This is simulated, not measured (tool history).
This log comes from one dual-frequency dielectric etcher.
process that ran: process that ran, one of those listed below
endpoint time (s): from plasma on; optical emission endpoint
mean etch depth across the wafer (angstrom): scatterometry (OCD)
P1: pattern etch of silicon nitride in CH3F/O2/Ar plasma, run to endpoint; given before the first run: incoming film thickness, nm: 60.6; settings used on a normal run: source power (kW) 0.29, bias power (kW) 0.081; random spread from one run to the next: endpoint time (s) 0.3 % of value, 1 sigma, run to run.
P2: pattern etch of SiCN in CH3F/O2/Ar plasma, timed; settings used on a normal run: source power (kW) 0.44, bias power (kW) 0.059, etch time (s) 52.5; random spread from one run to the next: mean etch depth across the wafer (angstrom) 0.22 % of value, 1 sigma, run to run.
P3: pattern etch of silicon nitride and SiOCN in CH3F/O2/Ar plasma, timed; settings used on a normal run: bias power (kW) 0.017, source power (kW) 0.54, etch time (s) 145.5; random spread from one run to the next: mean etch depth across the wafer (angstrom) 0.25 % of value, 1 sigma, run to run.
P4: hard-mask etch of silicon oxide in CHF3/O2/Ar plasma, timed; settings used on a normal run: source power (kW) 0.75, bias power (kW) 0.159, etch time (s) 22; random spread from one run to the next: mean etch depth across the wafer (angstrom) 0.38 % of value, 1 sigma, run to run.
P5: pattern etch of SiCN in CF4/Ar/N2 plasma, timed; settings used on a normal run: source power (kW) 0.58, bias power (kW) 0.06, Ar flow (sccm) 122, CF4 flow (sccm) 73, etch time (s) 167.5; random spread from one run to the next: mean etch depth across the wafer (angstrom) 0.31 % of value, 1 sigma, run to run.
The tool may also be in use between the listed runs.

run	day	process that ran	source power (kW)	bias power (kW)	Ar flow (sccm)	CF4 flow (sccm)	etch time (s)	hours since the last wet clean	hours since the last source power generator calibration	hours since the last bias power generator calibration	endpoint time (s)	mean etch depth across the wafer (angstrom)
1	0.392	P1	0.29	0.081				163.2	2461.8	306.3	93.37	
2	0.629	P5	0.58	0.06	122	73	167.5	168.9	2467.5	312		1601.2
3	0.875	P4	0.75	0.104			22	174.8	2473.4	317.9		399.17
4	1.208	P1	0.29	0.081				182.8	2481.4	325.9	93.339	
5	1.483	P4	0.75	0.159			22	189.4	2488	332.5		454.67
6	1.942	P2	0.61	0.059			52.5	200.4	2499	343.5		216.67
7	2.238	P4	0.92	0.159			22	207.5	2506.1	350.6		495.56
8	2.567	P2	0.44	0.043			52.5	215.4	2514	358.5		172.12
# day 2.883: bias power generator calibrated
9	3.075	P1	0.29	0.081				227.6	2526.2	4.6	92.886	
10	3.458	P5	0.58	0.06	122	57	167.5	236.8	2535.4	13.8		1531.6
11	3.979	P5	0.58	0.04	122	73	167.5	249.3	2547.9	26.3		1392
12	4.388	P5	0.38	0.06	122	73	167.5	259.1	2557.7	36.1		1104
13	4.721	P3	0.54	0.017			145.5	267.1	2565.7	44.1		192.84
14	5.075	P1	0.21	0.081				275.6	2574.2	52.6	105.59	
15	5.342	P5	0.58	0.06	75	73	167.5	282	2580.6	59		1726.6
16	5.671	P4	0.75	0.159			28.5	289.9	2588.5	66.9		591.9
17	5.954	P5	0.58	0.06	122	73	167.5	296.7	2595.3	73.7		1596.9
18	6.275	P3	0.54	0.017			97	304.4	2603	81.4		128.25
19	6.808	P3	0.33	0.017			145.5	317.2	2615.8	94.2		162.04
20	7.142	P1	0.34	0.054				325.2	2623.8	102.2	100.86	
21	7.517	P1	0.29	0.081				334.2	2632.8	111.2	92.834	
22	7.908	P1	0.29	0.067				343.6	2642.2	120.6	99.372	
23	8.333	P3	0.54	0.013			145.5	353.8	2652.4	130.8		173.21
24	8.617	P1	0.37	0.081				360.6	2659.2	137.6	85.391	
25	8.854	P2	0.44	0.059			52.5	366.3	2664.9	143.3		191.48
26	9.246	P3	0.54	0.017			145.5	375.7	2674.3	152.7		193.41
27	9.725	P1	0.21	0.051				387.2	2685.8	164.2	123.88	
28	10.2	P2	0.44	0.059			29	398.6	2697.2	175.6		105.39
# day 10.433: wet clean of the chamber
29	10.504	P4	0.75	0.159			22	1.8	2704.5	182.9		457.44
30	10.992	P5	0.58	0.06	122	73	225	13.5	2716.2	194.6		2128.9
31	11.229	P1	0.29	0.105				19.2	2721.9	200.3	84.844	
32	11.738	P1	0.29	0.081				31.4	2734.1	212.5	93.424	
33	12.062	P1	0.29	0.081				39.2	2741.9	220.3	93.043	
34	12.425	P1	0.29	0.081				47.9	2750.6	229	92.553	
35	12.662	P1	0.29	0.081				53.6	2756.3	234.7	92.518	
36	13.083	P1	0.29	0.081				63.7	2766.4	244.8	92.526	
37	13.604	P1	0.29	0.081				76.2	2778.9	257.3	92.059	
38	14.075	P1	0.29	0.081				87.5	2790.2	268.6	91.344	
# day 14.171: wet clean of the chamber
39	14.312	P1	0.29	0.081				3.4	2795.9	274.3	91.971	
40	14.575	P1	0.29	0.081				9.7	2802.2	280.6	92.478	
41	15.05	P1	0.29	0.081				21.1	2813.6	292	92.094	
42	15.554	P1	0.29	0.081				33.2	2825.7	304.1	91.747	

P1 no longer gives what it gave before; its output has crept away from where it was. The following 2 causes, each at its listed size, fit the log equally well:
A: bias power that arrives over what is set, % = 4.29
B: source power that arrives over what is set, % = 4.14
The creep began at about day 11.738.
Excluded causes, each with its reason:
chamber walls in a state that raises the etch rate, %: serviced after onset, at day 14.171, with no recovery of the prior output

Which of the 4 check runs listed below, each an average over 2 wafers with its results shown as question marks, gives clearly different results under the different listed causes?
check 1	16.058	P4	0.75	0.159			22					?
check 2	16.058	P2	0.44	0.059			52.5					?
check 3	16.058	P5	0.58	0.06	122	73	167.5					?
check 4	16.058	P3	0.54	0.017			145.5					?

What each check would give under each cause:
check	result	if A	if B
check 1	mean etch depth across the wafer (angstrom)	462.05	463.03
check 2	mean etch depth across the wafer (angstrom)	193.49	193.76
check 3	mean etch depth across the wafer (angstrom)	1618.5	1653.9
check 4	mean etch depth across the wafer (angstrom)	196.36	195.84
Distance between the nearest two causes, measured in the result of the check that separates them most: check 1 0.21 %; check 2 0.14 %; check 3 2.16 %; check 4 0.26 %
Check 3 is the one run that separates the causes; every other check would come out nearly the same whichever cause is at work.

Check 3 was carried out, with these results: mean etch depth across the wafer (angstrom) 1657.3. Which of the listed causes is responsible?

Of the candidate causes, it is B: source power that arrives over what is set, %.
